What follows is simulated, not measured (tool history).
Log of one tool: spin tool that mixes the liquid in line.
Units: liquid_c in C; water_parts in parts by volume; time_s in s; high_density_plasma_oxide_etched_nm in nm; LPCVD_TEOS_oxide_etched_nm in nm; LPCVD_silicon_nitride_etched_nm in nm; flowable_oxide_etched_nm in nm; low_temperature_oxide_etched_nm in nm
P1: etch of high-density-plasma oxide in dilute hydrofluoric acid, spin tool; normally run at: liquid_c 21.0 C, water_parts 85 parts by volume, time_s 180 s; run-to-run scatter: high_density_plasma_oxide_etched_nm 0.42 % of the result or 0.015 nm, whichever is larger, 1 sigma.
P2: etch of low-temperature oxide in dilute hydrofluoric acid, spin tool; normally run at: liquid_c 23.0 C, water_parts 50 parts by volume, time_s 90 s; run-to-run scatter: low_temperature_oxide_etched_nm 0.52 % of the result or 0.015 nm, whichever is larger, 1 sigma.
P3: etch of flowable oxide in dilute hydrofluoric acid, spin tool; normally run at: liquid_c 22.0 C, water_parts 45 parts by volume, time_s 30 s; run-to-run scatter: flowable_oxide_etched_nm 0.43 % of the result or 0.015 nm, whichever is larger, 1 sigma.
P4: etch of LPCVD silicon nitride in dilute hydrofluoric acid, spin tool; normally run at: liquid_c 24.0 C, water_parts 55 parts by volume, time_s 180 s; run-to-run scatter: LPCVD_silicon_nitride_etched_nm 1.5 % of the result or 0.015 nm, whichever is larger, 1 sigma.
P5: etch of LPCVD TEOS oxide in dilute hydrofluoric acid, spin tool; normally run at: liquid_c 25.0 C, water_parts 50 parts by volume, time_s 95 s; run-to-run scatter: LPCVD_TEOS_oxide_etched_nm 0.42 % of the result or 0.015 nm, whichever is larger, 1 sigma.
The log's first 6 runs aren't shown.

| run | hour | process | liquid_c | water_parts | time_s | hours since the thermometer was replaced | hours since the hydrofluoric acid flow meter was replaced | high_density_plasma_oxide_etched_nm | LPCVD_TEOS_oxide_etched_nm | LPCVD_silicon_nitride_etched_nm | flowable_oxide_etched_nm | low_temperature_oxide_etched_nm |
|---|---|---|---|---|---|---|---|---|---|---|---|---|
| 7 | 78.3 | P3 | 22.0 | 45 | 30 | 808.8 | 365.3 |  |  |  | 33.252 |  |
| 8 | 85.7 | P2 | 23.0 | 20 | 90 | 816.2 | 372.7 |  |  |  |  | 105.200 |
| 9 | 92.1 | P2 | 30.0 | 50 | 90 | 822.6 | 379.1 |  |  |  |  | 53.316 |
| 10 | 101.5 | P1 | 21.0 | 85 | 60 | 832.0 | 388.5 | 4.1763 |  |  |  |  |
| 11 | 114.2 | P2 | 23.0 | 50 | 90 | 844.7 | 401.2 |  |  |  |  | 40.192 |
| 12 | 127.3 | P1 | 21.0 | 85 | 360 | 857.8 | 414.3 | 24.9370 |  |  |  |  |
| 13 | 136.1 | P4 | 30.5 | 55 | 180 | 866.6 | 423.1 |  |  | 2.1600 |  |  |
| 14 | 144.2 | P3 | 22.0 | 80 | 30 | 874.7 | 431.2 |  |  |  | 17.999 |  |
| 15 | 155.0 | P5 | 25.0 | 50 | 95 | 885.5 | 442.0 |  | 35.2960 |  |  |  |
| 16 | 162.6 | P1 | 17.0 | 60 | 180 | 893.1 | 449.6 | 15.5510 |  |  |  |  |
| 17 | 173.7 | P1 | 28.5 | 60 | 180 | 904.2 | 460.7 | 24.7680 |  |  |  |  |
| 18 | 182.1 | P5 | 32.5 | 50 | 95 | 912.6 | 469.1 |  | 47.5730 |  |  |  |
| 19 | 196.6 | P4 | 24.0 | 20 | 180 | 927.1 | 483.6 |  |  | 3.9307 |  |  |
| 20 | 206.6 | P1 | 21.0 | 145 | 180 | 937.1 | 493.6 | 6.8536 |  |  |  |  |
| 21 | 218.1 | P3 | 30.0 | 45 | 30 | 948.6 | 505.1 |  |  |  | 46.321 |  |
| 22 | 232.4 | P1 | 28.5 | 145 | 180 | 962.9 | 519.4 | 9.1281 |  |  |  |  |
| 23 | 243.9 | P1 | 21.0 | 85 | 180 | 974.4 | 530.9 | 12.4830 |  |  |  |  |
| 24 | 256.4 | P2 | 23.0 | 50 | 130 | 986.9 | 543.4 |  |  |  |  | 58.150 |
| 25 | 264.3 | P1 | 21.0 | 85 | 180 | 994.8 | 551.3 | 12.5010 |  |  |  |  |
| 26 | 275.9 | P1 | 17.0 | 85 | 180 | 1006.4 | 562.9 | 10.5900 |  |  |  |  |

Forecast run 27:
| 27 | 284.4 | P1 | 21.0 | 85 | 180 | 1014.9 | 571.4 | ? |  |  |  |  |

high_density_plasma_oxide_etched_nm: 12.5370 nm
